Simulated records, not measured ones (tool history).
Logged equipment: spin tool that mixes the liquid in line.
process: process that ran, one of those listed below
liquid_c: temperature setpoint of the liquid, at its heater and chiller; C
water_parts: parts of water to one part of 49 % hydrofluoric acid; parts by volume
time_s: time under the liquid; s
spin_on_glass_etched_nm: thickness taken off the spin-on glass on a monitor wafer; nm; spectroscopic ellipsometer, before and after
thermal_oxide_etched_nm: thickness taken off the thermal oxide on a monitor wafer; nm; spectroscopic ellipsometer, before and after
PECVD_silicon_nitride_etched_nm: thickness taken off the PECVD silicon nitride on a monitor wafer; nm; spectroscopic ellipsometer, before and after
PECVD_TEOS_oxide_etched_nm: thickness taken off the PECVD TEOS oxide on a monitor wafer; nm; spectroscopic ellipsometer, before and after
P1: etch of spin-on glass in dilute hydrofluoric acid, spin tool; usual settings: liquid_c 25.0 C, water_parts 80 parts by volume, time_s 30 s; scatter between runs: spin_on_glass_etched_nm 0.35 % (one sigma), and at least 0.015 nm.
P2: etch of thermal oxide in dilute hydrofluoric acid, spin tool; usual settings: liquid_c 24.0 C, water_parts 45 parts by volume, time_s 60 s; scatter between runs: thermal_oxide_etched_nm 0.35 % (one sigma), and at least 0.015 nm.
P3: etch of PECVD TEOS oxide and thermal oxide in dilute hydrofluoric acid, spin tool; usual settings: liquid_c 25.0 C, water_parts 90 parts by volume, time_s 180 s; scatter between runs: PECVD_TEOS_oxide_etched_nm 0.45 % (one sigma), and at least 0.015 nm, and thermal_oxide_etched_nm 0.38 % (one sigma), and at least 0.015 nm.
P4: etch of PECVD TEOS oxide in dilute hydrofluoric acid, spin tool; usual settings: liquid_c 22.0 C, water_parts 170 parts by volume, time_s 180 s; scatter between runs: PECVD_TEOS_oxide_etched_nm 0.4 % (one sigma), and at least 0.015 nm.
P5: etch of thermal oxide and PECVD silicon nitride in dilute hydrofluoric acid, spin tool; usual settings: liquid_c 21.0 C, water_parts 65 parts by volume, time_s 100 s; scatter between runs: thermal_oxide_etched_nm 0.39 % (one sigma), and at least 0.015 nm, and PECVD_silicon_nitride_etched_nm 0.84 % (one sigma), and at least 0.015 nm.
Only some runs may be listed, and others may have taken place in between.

run,hour,process,liquid_c,water_parts,time_s,hours since the thermometer was replaced,hours since the hydrofluoric acid flow meter was replaced,spin_on_glass_etched_nm,thermal_oxide_etched_nm,PECVD_silicon_nitride_etched_nm,PECVD_TEOS_oxide_etched_nm
1,10.4,P1,25.0,80,30,2175.3,998.4,17.4060,,,
2,20.9,P1,25.0,80,30,2185.8,1008.9,17.3150,,,
3,35.8,P1,25.0,80,30,2200.7,1023.8,17.3130,,,
4,43.5,P2,24.0,45,60,2208.4,1031.5,,6.8373,,
# hour 50.8: hydrofluoric acid flow meter replaced
5,57.9,P5,21.0,65,100,2222.8,7.2,,6.4028,3.1719,
6,69.7,P3,32.0,90,180,2234.6,19.0,,13.3380,,36.1870
7,78.8,P1,25.0,80,30,2243.7,28.1,17.2880,,,
8,90.7,P1,25.0,130,30,2255.6,40.0,9.9822,,,
9,99.1,P3,25.0,90,330,2264.0,48.4,,18.5350,,50.8910
10,109.3,P4,22.0,170,95,2274.2,58.6,,,,5.3903
11,122.8,P1,25.0,80,30,2287.7,72.1,17.2550,,,
12,135.1,P1,25.0,140,15,2300.0,84.4,4.6237,,,
13,146.3,P1,25.0,40,30,2311.2,95.6,36.6830,,,
14,153.6,P2,24.0,65,60,2318.5,102.9,,4.6476,,
15,161.9,P3,25.0,90,180,2326.8,111.2,,10.1530,,27.6210
16,169.5,P1,25.0,80,30,2334.4,118.8,17.2350,,,
17,178.1,P2,24.0,45,110,2343.0,127.4,,12.5040,,
18,187.2,P1,20.0,80,30,2352.1,136.5,14.0900,,,
19,197.8,P2,29.5,45,60,2362.7,147.1,,8.4973,,
20,206.7,P5,21.0,65,100,2371.6,156.0,,6.3979,3.1036,
21,218.3,P3,25.0,90,180,2383.2,167.6,,10.1100,,27.7020
22,232.6,P4,28.5,170,180,2397.5,181.9,,,,12.9500
23,241.3,P4,22.0,170,180,2406.2,190.6,,,,10.1650
24,249.7,P5,28.5,65,100,2414.6,199.0,,8.6657,5.1693,
25,259.6,P5,21.0,40,100,2424.5,208.9,,10.6690,5.0660,
26,266.4,P3,25.0,45,180,2431.3,215.7,,21.5490,,58.5990
27,277.3,P1,25.0,80,15,2442.2,226.6,8.6528,,,
28,285.5,P1,25.0,80,60,2450.4,234.8,34.4480,,,
29,296.1,P4,22.0,170,180,2461.0,245.4,,,,10.1740
30,303.4,P1,32.5,80,30,2468.3,252.7,22.9840,,,
31,314.5,P5,21.0,65,50,2479.4,263.8,,3.1968,1.5787,
32,324.3,P4,22.0,100,180,2489.2,273.6,,,,18.7010
33,331.2,P1,25.0,80,30,2496.1,280.5,17.2240,,,
34,345.1,P1,25.0,80,30,2510.0,294.4,17.2510,,,
35,353.1,P1,25.0,80,30,2518.0,302.4,17.0290,,,
36,366.8,P1,25.0,80,30,2531.7,316.1,16.6140,,,
37,374.8,P1,25.0,80,30,2539.7,324.1,16.6040,,,
38,387.4,P1,25.0,80,30,2552.3,336.7,16.5380,,,
39,401.5,P1,25.0,80,30,2566.4,350.8,16.3540,,,
40,413.3,P1,25.0,80,30,2578.2,362.6,16.2460,,,
41,424.7,P1,25.0,80,30,2589.6,374.0,16.3390,,,

P1 has crept away from where it was. The log is fitted equally well by each of these 2 causes, at the sizes shown:
A: liquid colder than its thermometer reads (K) = 1.43
B: hydrofluoric acid flow below the setpoint (%) = 5.04
The creep began at about hour 345.1.

Which of the check runs below tells the causes apart, meaning the causes would give it clearly different results? Each run uses 3 wafers whose results are averaged, and each result is shown as a question mark.
check 1,436.1,P3,25.0,90,180,,,,?,,?
check 2,436.1,P2,24.0,45,60,,,,?,,
check 3,436.1,P4,22.0,170,180,,,,,,?
check 4,436.1,P5,21.0,65,100,,,,?,?,

How each check would come out, cause by cause:
check,result,if A,if B
check 1,thermal_oxide_etched_nm,9.6025,9.5939
check 1,PECVD_TEOS_oxide_etched_nm,26.1830,26.1600
check 2,thermal_oxide_etched_nm,6.4157,6.4446
check 3,PECVD_TEOS_oxide_etched_nm,9.6053,9.5500
check 4,thermal_oxide_etched_nm,6.0218,6.0465
check 4,PECVD_silicon_nitride_etched_nm,2.8510,2.9911
Separation of the two closest causes in each check, using whichever result separates them best: check 1 0.09 %; check 2 0.45 %; check 3 0.58 %; check 4 4.8 %
The other checks would show nearly matching results whichever cause is true, so check 4 is the only one that separates the causes.

After running check 4, the following was obtained: thermal_oxide_etched_nm 6.0621 nm; PECVD_silicon_nitride_etched_nm 2.9903 nm. Which cause does this point to?

The cause is B: hydrofluoric acid flow below the setpoint (%).

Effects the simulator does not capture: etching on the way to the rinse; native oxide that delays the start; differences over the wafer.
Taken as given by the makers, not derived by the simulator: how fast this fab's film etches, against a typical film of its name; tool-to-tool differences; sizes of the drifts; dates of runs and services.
